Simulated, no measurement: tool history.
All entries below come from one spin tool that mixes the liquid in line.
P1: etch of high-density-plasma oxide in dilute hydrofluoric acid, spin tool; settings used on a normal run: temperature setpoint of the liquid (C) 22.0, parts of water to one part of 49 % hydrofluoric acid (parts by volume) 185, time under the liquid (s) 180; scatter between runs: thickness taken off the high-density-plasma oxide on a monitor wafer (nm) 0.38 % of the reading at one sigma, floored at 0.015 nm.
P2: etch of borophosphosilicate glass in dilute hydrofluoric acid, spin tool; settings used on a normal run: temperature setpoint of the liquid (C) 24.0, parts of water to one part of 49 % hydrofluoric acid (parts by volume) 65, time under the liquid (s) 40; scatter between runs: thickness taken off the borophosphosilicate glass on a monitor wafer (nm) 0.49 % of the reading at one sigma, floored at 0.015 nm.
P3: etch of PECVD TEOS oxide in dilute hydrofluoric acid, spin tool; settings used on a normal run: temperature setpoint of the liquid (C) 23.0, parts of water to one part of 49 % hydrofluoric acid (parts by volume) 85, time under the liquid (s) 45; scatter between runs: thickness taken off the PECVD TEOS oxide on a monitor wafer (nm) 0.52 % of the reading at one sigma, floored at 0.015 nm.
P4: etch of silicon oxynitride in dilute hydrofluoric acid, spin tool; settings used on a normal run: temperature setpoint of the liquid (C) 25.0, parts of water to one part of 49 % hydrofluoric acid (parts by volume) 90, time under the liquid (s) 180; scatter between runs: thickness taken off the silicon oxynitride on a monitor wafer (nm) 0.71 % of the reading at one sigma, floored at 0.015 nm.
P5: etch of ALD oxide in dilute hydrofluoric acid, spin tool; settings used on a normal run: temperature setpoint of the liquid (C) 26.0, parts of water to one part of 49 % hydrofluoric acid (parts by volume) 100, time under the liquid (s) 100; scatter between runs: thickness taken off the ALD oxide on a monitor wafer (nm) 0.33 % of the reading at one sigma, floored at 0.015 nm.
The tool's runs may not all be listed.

| run | hour | process that ran | temperature setpoint of the liquid (C) | parts of water to one part of 49 % hydrofluoric acid (parts by volume) | time under the liquid (s) | thickness taken off the high-density-plasma oxide on a monitor wafer (nm) | thickness taken off the borophosphosilicate glass on a monitor wafer (nm) | thickness taken off the silicon oxynitride on a monitor wafer (nm) | thickness taken off the ALD oxide on a monitor wafer (nm) | thickness taken off the PECVD TEOS oxide on a monitor wafer (nm) |
|---|---|---|---|---|---|---|---|---|---|---|
| 1 | 5.8 | P1 | 22.0 | 185 | 180 | 8.56210 |  |  |  |  |
| 2 | 9.4 | P1 | 22.0 | 185 | 180 | 8.57930 |  |  |  |  |
| 3 | 13.2 | P2 | 24.0 | 65 | 40 |  | 37.493 |  |  |  |
| 4 | 20.0 | P4 | 25.0 | 20 | 180 |  |  | 14.6900 |  |  |
| 5 | 26.2 | P5 | 26.0 | 165 | 100 |  |  |  | 6.7849 |  |
| 6 | 33.0 | P3 | 23.0 | 85 | 45 |  |  |  |  | 4.6089 |
| 7 | 37.1 | P3 | 23.0 | 85 | 75 |  |  |  |  | 7.5976 |
| 8 | 42.6 | P4 | 25.0 | 90 | 180 |  |  | 3.1284 |  |  |
| 9 | 46.8 | P1 | 22.0 | 185 | 180 | 8.56970 |  |  |  |  |
| 10 | 52.3 | P3 | 23.0 | 50 | 45 |  |  |  |  | 8.0816 |
| 11 | 58.8 | P2 | 31.0 | 65 | 40 |  | 49.126 |  |  |  |
| 12 | 62.4 | P5 | 26.0 | 100 | 35 |  |  |  | 4.2311 |  |
| 13 | 67.0 | P1 | 22.0 | 185 | 180 | 8.56620 |  |  |  |  |
| 14 | 73.8 | P1 | 22.0 | 185 | 180 | 8.63820 |  |  |  |  |
| 15 | 79.2 | P1 | 22.0 | 185 | 180 | 8.55230 |  |  |  |  |
| 16 | 84.3 | P4 | 25.0 | 90 | 310 |  |  | 5.3269 |  |  |
| 17 | 91.6 | P2 | 24.0 | 90 | 40 |  | 26.358 |  |  |  |
| 18 | 96.9 | P5 | 26.0 | 100 | 100 |  |  |  | 12.1880 |  |
| 19 | 100.9 | P1 | 18.0 | 185 | 180 | 7.35970 |  |  |  |  |
|  | 101.9 | hydrofluoric acid flow meter replaced |
| 20 | 107.7 | P1 | 17.0 | 185 | 90 | 3.49770 |  |  |  |  |
| 21 | 115.0 | P2 | 24.0 | 65 | 70 |  | 65.956 |  |  |  |
| 22 | 121.5 | P1 | 22.0 | 185 | 180 | 8.64120 |  |  |  |  |
| 23 | 127.3 | P1 | 22.0 | 185 | 345 | 16.35400 |  |  |  |  |
| 24 | 134.6 | P1 | 22.0 | 185 | 15 | 0.72476 |  |  |  |  |
| 25 | 141.6 | P5 | 18.0 | 100 | 100 |  |  |  | 8.7813 |  |
| 26 | 149.0 | P4 | 25.0 | 90 | 180 |  |  | 3.0999 |  |  |
| 27 | 153.9 | P1 | 22.0 | 270 | 55 | 1.64760 |  |  |  |  |
| 28 | 159.6 | P4 | 20.0 | 90 | 180 |  |  | 2.4756 |  |  |
| 29 | 164.7 | P3 | 31.0 | 85 | 45 |  |  |  |  | 6.2408 |
| 30 | 170.3 | P3 | 23.0 | 85 | 45 |  |  |  |  | 4.5138 |
| 31 | 175.6 | P1 | 22.0 | 115 | 180 | 14.97200 |  |  |  |  |
| 32 | 181.0 | P1 | 30.5 | 185 | 180 | 11.64900 |  |  |  |  |
| 33 | 184.6 | P1 | 22.0 | 255 | 180 | 5.79490 |  |  |  |  |
| 34 | 192.0 | P1 | 22.0 | 185 | 180 | 8.56130 |  |  |  |  |
| 35 | 198.8 | P1 | 22.0 | 185 | 180 | 8.45480 |  |  |  |  |
| 36 | 203.0 | P1 | 22.0 | 185 | 180 | 8.38890 |  |  |  |  |
| 37 | 209.6 | P1 | 22.0 | 185 | 180 | 8.26400 |  |  |  |  |
| 38 | 216.2 | P1 | 22.0 | 185 | 180 | 8.19230 |  |  |  |  |
| 39 | 219.9 | P1 | 22.0 | 185 | 180 | 8.10430 |  |  |  |  |
| 40 | 225.9 | P1 | 22.0 | 185 | 180 | 8.12820 |  |  |  |  |
| 41 | 232.7 | P1 | 22.0 | 185 | 180 | 8.10200 |  |  |  |  |
| 42 | 237.8 | P1 | 22.0 | 185 | 180 | 8.08520 |  |  |  |  |
| 43 | 244.1 | P1 | 22.0 | 185 | 180 | 8.13900 |  |  |  |  |
| 44 | 251.5 | P1 | 22.0 | 185 | 180 | 8.09030 |  |  |  |  |
| 45 | 257.0 | P1 | 22.0 | 185 | 180 | 8.05620 |  |  |  |  |

P1 has crept away from where it was. The log is fitted equally well by each of these 2 causes, at the sizes shown:
A: hydrofluoric acid flow below the setpoint (%) = 4.96
B: liquid colder than its thermometer reads (K) = 1.59
The creep began at about hour 192.0.

Consider the 4 check runs below, whose results appear as question marks and each of which averages 3 wafers. Which one distinguishes the causes, in that each cause would give it a clearly different result?
| check 1 | 262.5 | P2 | 28.5 | 65 | 60 |  | ? |  |  |  |
| check 2 | 262.5 | P3 | 29.0 | 85 | 45 |  |  |  |  | ? |
| check 3 | 262.5 | P4 | 21.5 | 20 | 180 |  |  | ? |  |  |
| check 4 | 262.5 | P5 | 21.0 | 150 | 100 |  |  |  | ? |  |

What each check would give under each cause:
| check | result | if A | if B |
|---|---|---|---|
| check 1 | thickness taken off the borophosphosilicate glass on a monitor wafer (nm) | 63.528 | 63.086 |
| check 2 | thickness taken off the PECVD TEOS oxide on a monitor wafer (nm) | 5.4396 | 5.4168 |
| check 3 | thickness taken off the silicon oxynitride on a monitor wafer (nm) | 11.8520 | 11.4990 |
| check 4 | thickness taken off the ALD oxide on a monitor wafer (nm) | 5.8991 | 5.8758 |
Minimum pairwise separation of causes per check, each pair taken at its best-separating result: check 1 0.7 %; check 2 0.42 %; check 3 3.03 %; check 4 0.4 %
Only in check 3 would the causes give clearly different results; in the remaining checks their results would be nearly the same.

Check 3 has now been run. It gave: thickness taken off the silicon oxynitride on a monitor wafer (nm) 11.8490. Which of the candidate causes is it?

A is the cause: hydrofluoric acid flow below the setpoint (%).
